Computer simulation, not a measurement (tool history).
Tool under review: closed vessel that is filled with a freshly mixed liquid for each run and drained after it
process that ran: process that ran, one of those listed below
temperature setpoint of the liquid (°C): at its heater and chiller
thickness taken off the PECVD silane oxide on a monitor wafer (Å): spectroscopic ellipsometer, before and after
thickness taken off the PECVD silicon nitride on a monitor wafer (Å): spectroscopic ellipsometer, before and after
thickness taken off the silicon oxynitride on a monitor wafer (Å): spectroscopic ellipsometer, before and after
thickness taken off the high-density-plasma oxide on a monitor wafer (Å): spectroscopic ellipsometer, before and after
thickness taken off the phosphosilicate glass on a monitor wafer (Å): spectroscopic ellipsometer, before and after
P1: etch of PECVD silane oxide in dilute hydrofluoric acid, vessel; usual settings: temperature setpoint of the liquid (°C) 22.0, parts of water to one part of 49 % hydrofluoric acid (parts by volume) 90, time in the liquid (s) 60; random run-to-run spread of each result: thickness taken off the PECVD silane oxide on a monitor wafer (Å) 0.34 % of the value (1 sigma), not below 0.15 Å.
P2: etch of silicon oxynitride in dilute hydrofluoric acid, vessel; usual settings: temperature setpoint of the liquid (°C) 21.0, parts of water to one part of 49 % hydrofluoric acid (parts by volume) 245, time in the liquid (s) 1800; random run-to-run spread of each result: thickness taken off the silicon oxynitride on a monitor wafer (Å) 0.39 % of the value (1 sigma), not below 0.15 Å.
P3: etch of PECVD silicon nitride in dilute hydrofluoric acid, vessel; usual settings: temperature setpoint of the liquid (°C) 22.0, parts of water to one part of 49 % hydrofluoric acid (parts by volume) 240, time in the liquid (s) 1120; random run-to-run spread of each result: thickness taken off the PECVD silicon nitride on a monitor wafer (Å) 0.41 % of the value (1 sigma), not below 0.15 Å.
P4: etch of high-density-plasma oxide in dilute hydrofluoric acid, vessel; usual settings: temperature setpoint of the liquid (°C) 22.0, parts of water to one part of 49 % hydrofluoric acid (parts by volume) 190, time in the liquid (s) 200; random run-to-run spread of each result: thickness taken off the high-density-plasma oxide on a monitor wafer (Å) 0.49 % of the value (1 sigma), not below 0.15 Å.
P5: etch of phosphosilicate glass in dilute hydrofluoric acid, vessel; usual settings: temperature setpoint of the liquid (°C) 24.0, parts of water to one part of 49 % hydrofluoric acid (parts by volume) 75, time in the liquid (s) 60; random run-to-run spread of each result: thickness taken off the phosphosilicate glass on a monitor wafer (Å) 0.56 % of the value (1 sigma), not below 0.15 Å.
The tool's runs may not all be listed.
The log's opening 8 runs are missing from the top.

run    day  process that ran  temperature setpoint of the liquid (°C)  parts of water to one part of 49 % hydrofluoric acid (parts by volume)  time in the liquid (s)  hours since the thermometer was replaced  hours since the hydrofluoric acid flow meter was replaced  thickness taken off the PECVD silane oxide on a monitor wafer (Å)  thickness taken off the PECVD silicon nitride on a monitor wafer (Å)  thickness taken off the silicon oxynitride on a monitor wafer (Å)  thickness taken off the high-density-plasma oxide on a monitor wafer (Å)  thickness taken off the phosphosilicate glass on a monitor wafer (Å)
  9  1.442                P3                                     22.0                                                                     240                    1120                                    1239.5                                                        7.6                                                                                                                                   85.177
 10  1.562                P1                                     18.5                                                                      90                      60                                    1242.4                                                       10.5                                                            267.320
 11  1.704                P4                                     22.0                                                                      40                     200                                    1245.8                                                       13.9                                                                                                                                                                                                                                                                               261.660
 12  1.829                P3                                     22.0                                                                     435                    1120                                    1248.8                                                       16.9                                                                                                                                   47.830
 13  1.954                P2                                     21.0                                                                     345                    1800                                    1251.8                                                       19.9                                                                                                                                                                                                     113.130
 14  2.092                P1                                     22.0                                                                     160                      30                                    1255.1                                                       23.2                                                             80.424
 15  2.317                P1                                     22.0                                                                      90                      60                                    1260.5                                                       28.6                                                            310.910
 16  2.433                P3                                     22.0                                                                     240                    1120                                    1263.3                                                       31.4                                                                                                                                   85.241
 17  2.567                P5                                     24.0                                                                      75                      60                                    1266.5                                                       34.6                                                                                                                                                                                                                                                                                                                                                      911.39
 18  2.662                P3                                     22.0                                                                     240                    1745                                    1268.8                                                       36.9                                                                                                                                  132.700
 19  2.792                P2                                     21.0                                                                     245                     625                                    1271.9                                                       40.0                                                                                                                                                                                                      58.569
 20  3.012                P5                                     28.5                                                                      75                      60                                    1277.2                                                       45.3                                                                                                                                                                                                                                                                                                                                                     1082.00
 21  3.212                P5                                     24.0                                                                      75                      30                                    1282.0                                                       50.1                                                                                                                                                                                                                                                                                                                                                      453.04
 22  3.396                P2                                     17.0                                                                     245                    1800                                    1286.4                                                       54.5                                                                                                                                                                                                     141.040
 23  3.608                P1                                     22.0                                                                      90                      60                                    1291.5                                                       59.6                                                            309.850
 24  3.792                P1                                     22.0                                                                     160                      60                                    1295.9                                                       64.0                                                            161.090
 25  3.954                P1                                     22.0                                                                      50                      60                                    1299.8                                                       67.9                                                            580.640
 26  4.108                P1                                     22.0                                                                      90                      60                                    1303.5                                                       71.6                                                            309.240
 27  4.288                P1                                     22.0                                                                      90                     115                                    1307.8                                                       75.9                                                            590.280
 28  4.425                P4                                     22.0                                                                     190                     200                                    1311.1                                                       79.2                                                                                                                                                                                                                                                                                46.305
 29  4.621                P1                                     22.0                                                                      90                      60                                    1315.8                                                       83.9                                                            308.860

The next listed run, before its measurement:
 30  4.800                P1                                     22.0                                                                      90                      60                                    1320.1                                                       88.2                                                                  ?

{"run 30": {"thickness taken off the PECVD silane oxide on a monitor wafer (Å)": 298.78}}

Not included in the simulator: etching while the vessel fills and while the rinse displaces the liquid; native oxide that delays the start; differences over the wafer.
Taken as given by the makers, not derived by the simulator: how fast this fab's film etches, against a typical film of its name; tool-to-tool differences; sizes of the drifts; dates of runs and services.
